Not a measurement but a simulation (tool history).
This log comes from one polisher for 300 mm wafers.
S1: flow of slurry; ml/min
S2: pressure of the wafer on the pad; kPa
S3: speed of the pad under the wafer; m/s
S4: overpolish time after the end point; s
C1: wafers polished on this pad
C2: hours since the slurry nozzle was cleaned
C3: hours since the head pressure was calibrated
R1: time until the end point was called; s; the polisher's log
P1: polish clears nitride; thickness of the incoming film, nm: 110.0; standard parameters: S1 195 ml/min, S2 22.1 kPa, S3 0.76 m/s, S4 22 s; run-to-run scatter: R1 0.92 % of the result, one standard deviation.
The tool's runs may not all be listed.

run 1 hour=9.2 | S1=195 S2=22.1 S3=0.76 S4=22 | C1=206 C2=271.4 C3=679.5 | R1=166.20
run 2 hour=14.7 | S1=195 S2=33.1 S3=0.76 S4=22 | C1=259 C2=276.9 C3=685.0 | R1=111.17
run 3 hour=23.6 | S1=195 S2=22.1 S3=1.18 S4=22 | C1=345 C2=285.8 C3=693.9 | R1=107.43
run 4 hour=30.8 | S1=195 S2=22.1 S3=0.76 S4=40 | C1=414 C2=293.0 C3=701.1 | R1=162.67
run 5 hour=35.4 | S1=195 S2=12.4 S3=0.76 S4=22 | C1=458 C2=297.6 C3=705.7 | R1=298.16
run 6 hour=41.5 | S1=195 S2=22.1 S3=0.76 S4=22 | C1=517 C2=303.7 C3=711.8 | R1=165.99
run 7 hour=48.6 | S1=195 S2=22.1 S3=0.50 S4=22 | C1=586 C2=310.8 C3=718.9 | R1=255.94
run 8 hour=56.0 | S1=195 S2=22.1 S3=0.76 S4=22 | C1=657 C2=318.2 C3=726.3 | R1=167.99
run 9 hour=66.1 | S1=195 S2=22.1 S3=0.76 S4=7 | C1=754 C2=328.3 C3=736.4 | R1=167.19
run 10 hour=75.8 | S1=195 S2=22.1 S3=0.76 S4=22 | C1=848 C2=338.0 C3=746.1 | R1=165.27
-- hour=77.9 slurry nozzle cleaned
run 11 hour=83.4 | S1=195 S2=22.1 S3=0.44 S4=7 | C1=921 C2=5.5 C3=753.7 | R1=289.62
run 12 hour=88.8 | S1=115 S2=22.1 S3=0.76 S4=22 | C1=973 C2=10.9 C3=759.1 | R1=181.20
run 13 hour=93.7 | S1=195 S2=22.1 S3=1.12 S4=36 | C1=1020 C2=15.8 C3=764.0 | R1=112.08
run 14 hour=99.8 | S1=295 S2=22.1 S3=0.76 S4=22 | C1=1079 C2=21.9 C3=770.1 | R1=159.94
run 15 hour=109.1 | S1=195 S2=22.1 S3=0.76 S4=22 | C1=1168 C2=31.2 C3=779.4 | R1=163.58
run 16 hour=118.0 | S1=195 S2=22.1 S3=0.76 S4=22 | C1=1254 C2=40.1 C3=788.3 | R1=172.99
run 17 hour=126.9 | S1=195 S2=22.1 S3=0.76 S4=22 | C1=1340 C2=49.0 C3=797.2 | R1=175.68
run 18 hour=132.0 | S1=195 S2=22.1 S3=0.76 S4=22 | C1=1389 C2=54.1 C3=802.3 | R1=178.86
run 19 hour=136.5 | S1=195 S2=22.1 S3=0.76 S4=22 | C1=1432 C2=58.6 C3=806.8 | R1=178.05
run 20 hour=143.0 | S1=195 S2=22.1 S3=0.76 S4=22 | C1=1495 C2=65.1 C3=813.3 | R1=176.48
-- hour=145.7 head pressure recalibrated
run 21 hour=148.8 | S1=195 S2=22.1 S3=0.76 S4=22 | C1=1551 C2=70.9 C3=3.1 | R1=178.09
run 22 hour=153.4 | S1=195 S2=22.1 S3=0.76 S4=22 | C1=1595 C2=75.5 C3=7.7 | R1=177.49
run 23 hour=158.9 | S1=195 S2=22.1 S3=0.76 S4=22 | C1=1648 C2=81.0 C3=13.2 | R1=182.40
run 24 hour=164.0 | S1=195 S2=22.1 S3=0.76 S4=22 | C1=1697 C2=86.1 C3=18.3 | R1=181.21
run 25 hour=168.7 | S1=195 S2=22.1 S3=0.76 S4=22 | C1=1742 C2=90.8 C3=23.0 | R1=181.14
run 26 hour=174.8 | S1=195 S2=22.1 S3=0.76 S4=22 | C1=1801 C2=96.9 C3=29.1 | R1=180.28

P1 has crept away from where it was. The log is fitted equally well by each of these 2 causes, at the sizes shown:
A: removal rate lost through wear of the pad, % = 7.86
B: slurry flow missing at the pad, % = 37.9
The process output started creeping at around hour 109.1.
What rules out each remaining cause:
head's pressure below its setpoint, %: was serviced at hour 145.7, once the creep was under way, yet the earlier output never came back

Below are 4 check runs, each averaged over 3 wafers, with their results shown as question marks. Which of them would give clearly different results depending on which cause is behind the drift?
run check 1 hour=180.9 | S1=120 S2=22.1 S3=0.76 S4=32 | R1=?
run check 2 hour=180.9 | S1=195 S2=22.1 S3=0.76 S4=8 | R1=?
run check 3 hour=180.9 | S1=195 S2=22.1 S3=0.58 S4=32 | R1=?
run check 4 hour=180.9 | S1=195 S2=22.1 S3=0.76 S4=36 | R1=?

Outcome of each check run for each possible cause:
check=check_1 result=R1 if_A=196.46 if_B=205.44
check=check_2 result=R1 if_A=180.68 if_B=180.67
check=check_3 result=R1 if_A=236.75 if_B=236.74
check=check_4 result=R1 if_A=180.68 if_B=180.67
Per check, the gap between the least separated pair of causes, taken in the result that splits them most: check 1 4.47 %; check 2 0 %; check 3 0 %; check 4 0 %
Only in check 1 would the causes give clearly different results; in the remaining checks their results would be nearly the same.

The results of check 1 are: R1 196.71 s. Based on these, which of the listed causes is it?

It was cause A: removal rate lost through wear of the pad, %.
